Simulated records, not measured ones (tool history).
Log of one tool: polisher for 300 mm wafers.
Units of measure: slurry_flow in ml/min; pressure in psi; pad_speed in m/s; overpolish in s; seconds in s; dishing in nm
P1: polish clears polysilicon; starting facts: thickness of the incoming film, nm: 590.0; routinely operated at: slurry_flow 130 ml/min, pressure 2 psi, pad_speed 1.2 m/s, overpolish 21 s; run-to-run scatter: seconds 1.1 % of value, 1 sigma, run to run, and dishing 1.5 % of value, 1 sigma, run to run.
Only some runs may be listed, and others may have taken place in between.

run	hour	slurry_flow	pressure	pad_speed	overpolish	seconds	dishing
1	5.2	130	2	1.2	21	43.862	55.437
2	12.4	130	2	1.2	6	43.991	41.82
3	21.9	130	3	1.76	21	19.912	56.816
4	27	130	2	1.2	21	43.385	55.442
5	36.1	130	2	1.2	21	44.071	55.193
6	45	130	3.1	1.2	21	28.55	56.385
7	50.4	130	2	1.2	31	44.628	55.242
8	56.9	190	2	1.2	21	41.565	54.314
9	64.8	130	2	1.2	21	44.333	53.978
10	71.8	130	2	1.86	21	28.859	55.974
11	76.9	175	3.1	1.2	21	26.941	55.102
12	81.7	80	2	1.2	21	49.663	55.478
13	87.5	130	1	1.2	21	86.558	48.94
14	91.9	130	2	0.54	21	98.92	49.561
15	97.1	130	2	1.2	21	43.943	54.463
16	104.1	130	2	1.2	21	44.603	54.868
17	109.2	130	2	1.2	21	44.778	52.981
18	114.2	130	2	1.2	21	45.473	54.081
19	119.3	130	2	1.2	21	46.011	54.74

Forecast run 20:
20	123.8	130	2	1.2	21	?	?

seconds: 46.701 s
dishing: 55.047 nm
